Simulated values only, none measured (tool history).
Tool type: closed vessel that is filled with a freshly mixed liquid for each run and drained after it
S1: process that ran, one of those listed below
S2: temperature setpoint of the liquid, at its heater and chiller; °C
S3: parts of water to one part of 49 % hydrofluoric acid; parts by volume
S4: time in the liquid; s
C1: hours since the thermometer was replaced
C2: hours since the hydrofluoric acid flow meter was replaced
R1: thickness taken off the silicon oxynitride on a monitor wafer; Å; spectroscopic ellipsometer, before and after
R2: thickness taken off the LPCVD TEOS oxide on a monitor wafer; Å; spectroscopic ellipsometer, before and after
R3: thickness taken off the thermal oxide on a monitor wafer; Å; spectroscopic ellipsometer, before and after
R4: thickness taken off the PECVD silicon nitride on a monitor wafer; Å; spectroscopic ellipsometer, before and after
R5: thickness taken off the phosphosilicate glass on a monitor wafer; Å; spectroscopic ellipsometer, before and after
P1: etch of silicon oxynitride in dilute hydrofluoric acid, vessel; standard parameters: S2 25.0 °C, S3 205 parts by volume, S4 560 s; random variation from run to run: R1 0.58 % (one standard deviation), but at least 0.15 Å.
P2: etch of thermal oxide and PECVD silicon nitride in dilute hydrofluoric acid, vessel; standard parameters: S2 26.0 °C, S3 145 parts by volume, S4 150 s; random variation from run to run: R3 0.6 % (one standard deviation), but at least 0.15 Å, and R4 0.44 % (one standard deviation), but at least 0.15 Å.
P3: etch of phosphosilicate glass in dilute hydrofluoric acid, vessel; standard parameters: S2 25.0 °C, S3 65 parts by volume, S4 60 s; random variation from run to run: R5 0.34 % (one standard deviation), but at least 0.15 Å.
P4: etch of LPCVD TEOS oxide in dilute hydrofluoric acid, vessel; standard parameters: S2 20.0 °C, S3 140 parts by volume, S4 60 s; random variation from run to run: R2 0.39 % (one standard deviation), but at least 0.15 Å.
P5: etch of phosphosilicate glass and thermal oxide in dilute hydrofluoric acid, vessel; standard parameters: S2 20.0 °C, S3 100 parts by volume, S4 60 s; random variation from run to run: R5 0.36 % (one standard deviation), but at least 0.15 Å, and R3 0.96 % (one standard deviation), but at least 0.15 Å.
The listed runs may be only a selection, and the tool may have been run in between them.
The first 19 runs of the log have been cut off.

{"run": 20, "hour": 143.7, "S1": "P2", "S2": 26.0, "S3": 145, "S4": 50, "C1": 842.1, "C2": 1328.0, "R3": 16.663, "R4": 17.695}
{"run": 21, "hour": 152.3, "S1": "P1", "S2": 25.0, "S3": 205, "S4": 560, "C1": 850.7, "C2": 1336.6, "R1": 75.008}
{"run": 22, "hour": 157.2, "S1": "P1", "S2": 25.0, "S3": 205, "S4": 560, "C1": 855.6, "C2": 1341.5, "R1": 75.286}
{"run": 23, "hour": 167.4, "S1": "P3", "S2": 25.0, "S3": 65, "S4": 85, "C1": 865.8, "C2": 1351.7, "R5": 2737.3}
{"hour": 171.1, "done": "thermometer replaced"}
{"run": 24, "hour": 174.1, "S1": "P3", "S2": 25.0, "S3": 65, "S4": 60, "C1": 3.0, "C2": 1358.4, "R5": 1938.1}
{"run": 25, "hour": 183.1, "S1": "P3", "S2": 29.5, "S3": 65, "S4": 60, "C1": 12.0, "C2": 1367.4, "R5": 2319.2}
{"run": 26, "hour": 188.8, "S1": "P4", "S2": 20.0, "S3": 140, "S4": 30, "C1": 17.7, "C2": 1373.1, "R2": 96.191}
{"run": 27, "hour": 198.1, "S1": "P1", "S2": 25.0, "S3": 115, "S4": 945, "C1": 27.0, "C2": 1382.4, "R1": 243.72}
{"run": 28, "hour": 207.0, "S1": "P1", "S2": 25.0, "S3": 205, "S4": 560, "C1": 35.9, "C2": 1391.3, "R1": 75.147}
{"run": 29, "hour": 214.7, "S1": "P2", "S2": 26.0, "S3": 145, "S4": 150, "C1": 43.6, "C2": 1399.0, "R3": 49.321, "R4": 53.092}
{"run": 30, "hour": 219.9, "S1": "P5", "S2": 17.0, "S3": 100, "S4": 60, "C1": 48.8, "C2": 1404.2, "R3": 20.583, "R5": 865.01}
{"run": 31, "hour": 228.3, "S1": "P3", "S2": 25.0, "S3": 20, "S4": 60, "C1": 57.2, "C2": 1412.6, "R5": 6720.9}
{"run": 32, "hour": 238.3, "S1": "P1", "S2": 20.0, "S3": 325, "S4": 560, "C1": 67.2, "C2": 1422.6, "R1": 35.404}
{"run": 33, "hour": 247.4, "S1": "P1", "S2": 25.0, "S3": 205, "S4": 560, "C1": 76.3, "C2": 1431.7, "R1": 75.669}
{"run": 34, "hour": 255.1, "S1": "P1", "S2": 25.0, "S3": 60, "S4": 560, "C1": 84.0, "C2": 1439.4, "R1": 289.7}
{"run": 35, "hour": 265.4, "S1": "P1", "S2": 25.0, "S3": 205, "S4": 560, "C1": 94.3, "C2": 1449.7, "R1": 75.797}
{"run": 36, "hour": 273.4, "S1": "P1", "S2": 25.0, "S3": 205, "S4": 560, "C1": 102.3, "C2": 1457.7, "R1": 76.912}
{"run": 37, "hour": 283.3, "S1": "P1", "S2": 25.0, "S3": 205, "S4": 560, "C1": 112.2, "C2": 1467.6, "R1": 77.989}
{"run": 38, "hour": 291.1, "S1": "P1", "S2": 25.0, "S3": 205, "S4": 560, "C1": 120.0, "C2": 1475.4, "R1": 77.353}
{"run": 39, "hour": 299.6, "S1": "P1", "S2": 25.0, "S3": 205, "S4": 560, "C1": 128.5, "C2": 1483.9, "R1": 78.764}
{"run": 40, "hour": 307.4, "S1": "P1", "S2": 25.0, "S3": 205, "S4": 560, "C1": 136.3, "C2": 1491.7, "R1": 79.656}

Estimate the outcome of run 41 from the log above:
{"run": 41, "hour": 317.5, "S1": "P1", "S2": 25.0, "S3": 205, "S4": 560, "C1": 146.4, "C2": 1501.8, "R1": "?"}

{"run 41": {"R1": 80.027}}

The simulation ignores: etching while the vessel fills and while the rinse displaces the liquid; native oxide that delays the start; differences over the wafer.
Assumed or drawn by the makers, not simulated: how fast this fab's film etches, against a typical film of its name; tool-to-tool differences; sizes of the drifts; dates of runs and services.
